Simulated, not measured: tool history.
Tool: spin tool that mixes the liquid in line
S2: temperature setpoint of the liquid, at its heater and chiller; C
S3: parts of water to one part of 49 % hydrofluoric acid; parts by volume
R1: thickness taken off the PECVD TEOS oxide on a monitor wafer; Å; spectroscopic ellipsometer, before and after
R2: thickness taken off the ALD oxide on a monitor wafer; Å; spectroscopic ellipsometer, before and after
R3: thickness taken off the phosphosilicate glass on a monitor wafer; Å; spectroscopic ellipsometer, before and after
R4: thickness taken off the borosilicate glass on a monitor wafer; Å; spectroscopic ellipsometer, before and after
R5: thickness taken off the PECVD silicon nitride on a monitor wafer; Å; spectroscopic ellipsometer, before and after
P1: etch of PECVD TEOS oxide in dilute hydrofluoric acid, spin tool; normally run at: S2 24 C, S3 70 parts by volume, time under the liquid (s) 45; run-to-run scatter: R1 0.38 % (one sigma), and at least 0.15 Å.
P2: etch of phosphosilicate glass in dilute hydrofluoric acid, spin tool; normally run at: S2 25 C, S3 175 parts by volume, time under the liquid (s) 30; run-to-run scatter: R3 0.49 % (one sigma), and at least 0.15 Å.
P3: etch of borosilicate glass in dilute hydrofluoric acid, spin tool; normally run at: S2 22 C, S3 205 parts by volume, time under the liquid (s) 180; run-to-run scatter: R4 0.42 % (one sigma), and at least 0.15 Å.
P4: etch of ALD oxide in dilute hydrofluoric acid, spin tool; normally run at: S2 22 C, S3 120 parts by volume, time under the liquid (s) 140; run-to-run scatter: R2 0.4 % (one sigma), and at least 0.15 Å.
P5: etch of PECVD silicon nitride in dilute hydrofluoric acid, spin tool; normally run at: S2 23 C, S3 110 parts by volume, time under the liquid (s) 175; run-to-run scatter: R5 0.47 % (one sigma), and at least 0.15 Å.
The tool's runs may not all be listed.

Run 1, hour 4: process that ran P1, S2 24 C, S3 70 parts by volume, time under the liquid (s) 45. Result: R1 85.608 Å.
Run 2, hour 8.9: process that ran P4, S2 22 C, S3 120 parts by volume, time under the liquid (s) 60. Result: R2 46.73 Å.
Run 3, hour 12.3: process that ran P1, S2 24 C, S3 70 parts by volume, time under the liquid (s) 45. Result: R1 84.857 Å.
Run 4, hour 14.6: process that ran P2, S2 25 C, S3 175 parts by volume, time under the liquid (s) 30. Result: R3 194.68 Å.
Run 5, hour 17: process that ran P3, S2 22 C, S3 105 parts by volume, time under the liquid (s) 180. Result: R4 637.12 Å.
Run 6, hour 21.4: process that ran P2, S2 25 C, S3 40 parts by volume, time under the liquid (s) 30. Result: R3 1002.8 Å.
At hour 24.1: hydrofluoric acid flow meter replaced.
Run 7, hour 24.3: process that ran P1, S2 18.5 C, S3 70 parts by volume, time under the liquid (s) 85. Result: R1 128.54 Å.
Run 8, hour 27.1: process that ran P1, S2 24 C, S3 70 parts by volume, time under the liquid (s) 85. Result: R1 161.15 Å.
Run 9, hour 30.6: process that ran P5, S2 30 C, S3 110 parts by volume, time under the liquid (s) 175. Result: R5 134.98 Å.
Run 10, hour 34: process that ran P1, S2 24 C, S3 70 parts by volume, time under the liquid (s) 45. Result: R1 85.038 Å.
Run 11, hour 37.6: process that ran P3, S2 22 C, S3 205 parts by volume, time under the liquid (s) 180. Result: R4 291.38 Å.
Run 12, hour 41.4: process that ran P2, S2 25 C, S3 175 parts by volume, time under the liquid (s) 55. Result: R3 354.14 Å.
Run 13, hour 45.3: process that ran P2, S2 32 C, S3 175 parts by volume, time under the liquid (s) 30. Result: R3 249.09 Å.
Run 14, hour 47.9: process that ran P4, S2 22 C, S3 25 parts by volume, time under the liquid (s) 140. Result: R2 584.89 Å.
Run 15, hour 51.9: process that ran P5, S2 23 C, S3 110 parts by volume, time under the liquid (s) 310. Result: R5 152.18 Å.
Run 16, hour 56.8: process that ran P1, S2 17.5 C, S3 70 parts by volume, time under the liquid (s) 45. Result: R1 64.931 Å.
Run 17, hour 60.9: process that ran P1, S2 24 C, S3 70 parts by volume, time under the liquid (s) 45. Result: R1 84.962 Å.
Run 18, hour 65.5: process that ran P1, S2 28 C, S3 70 parts by volume, time under the liquid (s) 45. Result: R1 99.552 Å.
Run 19, hour 68.2: process that ran P1, S2 24 C, S3 70 parts by volume, time under the liquid (s) 45. Result: R1 85.229 Å.
Run 20, hour 73: process that ran P4, S2 29.5 C, S3 120 parts by volume, time under the liquid (s) 140. Result: R2 146.42 Å.
Run 21, hour 77.3: process that ran P1, S2 24 C, S3 70 parts by volume, time under the liquid (s) 15. Result: R1 28.501 Å.
Run 22, hour 81: process that ran P5, S2 23 C, S3 200 parts by volume, time under the liquid (s) 175. Result: R5 47.835 Å.
Run 23, hour 83.2: process that ran P4, S2 22 C, S3 120 parts by volume, time under the liquid (s) 140. Result: R2 109.64 Å.
Run 24, hour 85.8: process that ran P3, S2 22 C, S3 205 parts by volume, time under the liquid (s) 330. Result: R4 535.69 Å.
Run 25, hour 90.1: process that ran P3, S2 17 C, S3 205 parts by volume, time under the liquid (s) 180. Result: R4 239.26 Å.
Run 26, hour 93.3: process that ran P1, S2 24 C, S3 20 parts by volume, time under the liquid (s) 45. Result: R1 316.97 Å.
Run 27, hour 96.2: process that ran P1, S2 24 C, S3 125 parts by volume, time under the liquid (s) 45. Result: R1 44.561 Å.
Run 28, hour 99.4: process that ran P3, S2 22 C, S3 205 parts by volume, time under the liquid (s) 180. Result: R4 292.7 Å.
Run 29, hour 102.4: process that ran P5, S2 23 C, S3 110 parts by volume, time under the liquid (s) 175. Result: R5 85.989 Å.
Run 30, hour 106.8: process that ran P1, S2 24 C, S3 70 parts by volume, time under the liquid (s) 45. Result: R1 85.09 Å.
Run 31, hour 111.1: process that ran P1, S2 24 C, S3 70 parts by volume, time under the liquid (s) 45. Result: R1 81.994 Å.
Run 32, hour 114.6: process that ran P1, S2 24 C, S3 70 parts by volume, time under the liquid (s) 45. Result: R1 80.807 Å.
Run 33, hour 119.6: process that ran P1, S2 24 C, S3 70 parts by volume, time under the liquid (s) 45. Result: R1 79.236 Å.
Run 34, hour 123.9: process that ran P1, S2 24 C, S3 70 parts by volume, time under the liquid (s) 45. Result: R1 78.645 Å.
Run 35, hour 128.1: process that ran P1, S2 24 C, S3 70 parts by volume, time under the liquid (s) 45. Result: R1 78.034 Å.
Run 36, hour 132.5: process that ran P1, S2 24 C, S3 70 parts by volume, time under the liquid (s) 45. Result: R1 77.623 Å.
Run 37, hour 135.3: process that ran P1, S2 24 C, S3 70 parts by volume, time under the liquid (s) 45. Result: R1 78.357 Å.
Run 38, hour 137.7: process that ran P1, S2 24 C, S3 70 parts by volume, time under the liquid (s) 45. Result: R1 77.384 Å.
Run 39, hour 141.7: process that ran P1, S2 24 C, S3 70 parts by volume, time under the liquid (s) 45. Result: R1 77.412 Å.
Run 40, hour 144.3: process that ran P1, S2 24 C, S3 70 parts by volume, time under the liquid (s) 45. Result: R1 77.109 Å.
Run 41, hour 148.1: process that ran P1, S2 24 C, S3 70 parts by volume, time under the liquid (s) 45. Result: R1 77.557 Å.

What P1 gives has crept away from where it was. These 2 causes fit the log equally well, each at the size given:
A: liquid colder than its thermometer reads (K) = 2.41
B: hydrofluoric acid flow below the setpoint (%) = 8.61
The creep began at about hour 106.8.

4 check runs are offered, one wafer each, their results left as question marks. Which one tells the causes apart?
Run check 1, hour 151.9: process that ran P2, S2 25 C, S3 85 parts by volume, time under the liquid (s) 30. Result: R3 ?.
Run check 2, hour 151.9: process that ran P5, S2 23 C, S3 200 parts by volume, time under the liquid (s) 235. Result: R5 ?.
Run check 3, hour 151.9: process that ran P4, S2 29.5 C, S3 85 parts by volume, time under the liquid (s) 140. Result: R2 ?.
Run check 4, hour 151.9: process that ran P3, S2 17 C, S3 205 parts by volume, time under the liquid (s) 320. Result: R4 ?.

What each check would give under each cause:
  check  result    if A    if B
check 1      R3  403.72  402.27
check 2      R5   54.76  58.547
check 3      R2   196.7  195.03
check 4      R4   388.1  384.11
How far apart the two closest causes lie, in the result that separates them most: check 1 0.36 %; check 2 6.69 %; check 3 0.85 %; check 4 1.03 %
Only check 2 tells the causes apart: in the others they would give nearly the same result.

Check 2 was then run and gave: R5 58.606 Å. Which cause is it?

It is B: hydrofluoric acid flow below the setpoint (%).

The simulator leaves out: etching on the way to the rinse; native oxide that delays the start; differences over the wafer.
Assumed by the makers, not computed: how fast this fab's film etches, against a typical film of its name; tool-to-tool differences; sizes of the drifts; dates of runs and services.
